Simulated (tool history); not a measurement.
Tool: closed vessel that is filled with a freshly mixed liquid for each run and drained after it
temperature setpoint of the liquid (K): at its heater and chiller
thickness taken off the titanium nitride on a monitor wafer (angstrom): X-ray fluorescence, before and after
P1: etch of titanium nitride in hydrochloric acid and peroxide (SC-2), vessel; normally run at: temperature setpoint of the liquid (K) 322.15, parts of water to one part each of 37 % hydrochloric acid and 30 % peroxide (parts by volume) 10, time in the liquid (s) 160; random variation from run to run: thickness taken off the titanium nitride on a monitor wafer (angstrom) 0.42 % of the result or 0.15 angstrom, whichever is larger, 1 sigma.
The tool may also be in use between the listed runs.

| run | hour | temperature setpoint of the liquid (K) | parts of water to one part each of 37 % hydrochloric acid and 30 % peroxide (parts by volume) | time in the liquid (s) | hours since the thermometer was replaced | hours since the chemicals flow meter was replaced | hours since the drum of peroxide was connected | thickness taken off the titanium nitride on a monitor wafer (angstrom) |
|---|---|---|---|---|---|---|---|---|
| 1 | 6.5 | 322.15 | 10 | 160 | 279.6 | 289.7 | 202 | 58.056 |
| 2 | 17 | 322.15 | 10 | 310 | 290.1 | 300.2 | 212.5 | 112.45 |
| 3 | 23.9 | 322.15 | 16.5 | 160 | 297 | 307.1 | 219.4 | 37.285 |
| 4 | 31.7 | 322.15 | 16.5 | 300 | 304.8 | 314.9 | 227.2 | 70.369 |
| 5 | 42.9 | 322.15 | 10 | 75 | 316 | 326.1 | 238.4 | 27.255 |
| 6 | 49.5 | 322.15 | 10 | 160 | 322.6 | 332.7 | 245 | 58.031 |
| 7 | 60.4 | 322.15 | 10 | 160 | 333.5 | 343.6 | 255.9 | 57.799 |
| 8 | 70.6 | 332.65 | 18 | 160 | 343.7 | 353.8 | 266.1 | 69.41 |
| 9 | 77.3 | 322.15 | 10 | 160 | 350.4 | 360.5 | 272.8 | 58.236 |
| 10 | 82.5 | 322.15 | 4 | 160 | 355.6 | 365.7 | 278 | 116.3 |
| 11 | 91 | 322.15 | 10 | 160 | 364.1 | 374.2 | 286.5 | 57.696 |
| 12 | 100.5 | 322.15 | 10 | 160 | 373.6 | 383.7 | 296 | 58.143 |
| 13 | 111 | 330.15 | 10 | 160 | 384.1 | 394.2 | 306.5 | 97.42 |
| 14 | 122.1 | 308.15 | 10 | 270 | 395.2 | 405.3 | 317.6 | 36.263 |
| 15 | 132 | 313.65 | 10 | 160 | 405.1 | 415.2 | 327.5 | 32.706 |
| 16 | 138.6 | 322.15 | 10 | 160 | 411.7 | 421.8 | 334.1 | 58.417 |
| 17 | 145.1 | 322.15 | 10 | 160 | 418.2 | 428.3 | 340.6 | 55.875 |
| 18 | 156.1 | 322.15 | 10 | 160 | 429.2 | 439.3 | 351.6 | 54.551 |
| 19 | 167 | 322.15 | 10 | 160 | 440.1 | 450.2 | 362.5 | 52.991 |
| 20 | 173.1 | 322.15 | 10 | 160 | 446.2 | 456.3 | 368.6 | 53.104 |
| 21 | 179.2 | 322.15 | 10 | 160 | 452.3 | 462.4 | 374.7 | 52.685 |
| 22 | 187.4 | 322.15 | 10 | 160 | 460.5 | 470.6 | 382.9 | 52.449 |
|  | 190.4 | new drum of peroxide connected |
| 23 | 194.3 | 322.15 | 10 | 160 | 467.4 | 477.5 | 3.9 | 52.151 |
| 24 | 200.2 | 322.15 | 10 | 160 | 473.3 | 483.4 | 9.8 | 51.988 |
| 25 | 210.6 | 322.15 | 10 | 160 | 483.7 | 493.8 | 20.2 | 52.482 |

What P1 gives has crept away from where it was. These 2 causes fit the log equally well, each at the size given:
A: liquid colder than its thermometer reads (K) = 1.53
B: chemicals flow below the setpoint (%) = 11.5
The creep began at about hour 138.6.
Why every other cause is out:
peroxide weaker than its label (%): serviced at hour 190.4, which brought nothing back

4 check runs are offered, each on 3 wafers whose results are averaged, their results left as question marks. Which one tells the causes apart?
| check 1 | 221 | 322.15 | 10 | 265 |  |  |  | ? |
| check 2 | 221 | 322.15 | 4 | 160 |  |  |  | ? |
| check 3 | 221 | 314.65 | 10 | 225 |  |  |  | ? |
| check 4 | 221 | 328.65 | 10 | 160 |  |  |  | ? |

What each check would give under each cause:
| check | result | if A | if B |
|---|---|---|---|
| check 1 | thickness taken off the titanium nitride on a monitor wafer (angstrom) | 86.483 | 86.514 |
| check 2 | thickness taken off the titanium nitride on a monitor wafer (angstrom) | 104.43 | 106.54 |
| check 3 | thickness taken off the titanium nitride on a monitor wafer (angstrom) | 43.648 | 43.882 |
| check 4 | thickness taken off the titanium nitride on a monitor wafer (angstrom) | 80.391 | 80.095 |
How far apart the two closest causes lie, in the result that separates them most: check 1 0.04 %; check 2 2 %; check 3 0.53 %; check 4 0.37 %
Only check 2 tells the causes apart: in the others they would give nearly the same result.

Then check 2 was run and gave: thickness taken off the titanium nitride on a monitor wafer (angstrom) 106.44. Which cause is it?

It is B: chemicals flow below the setpoint (%).
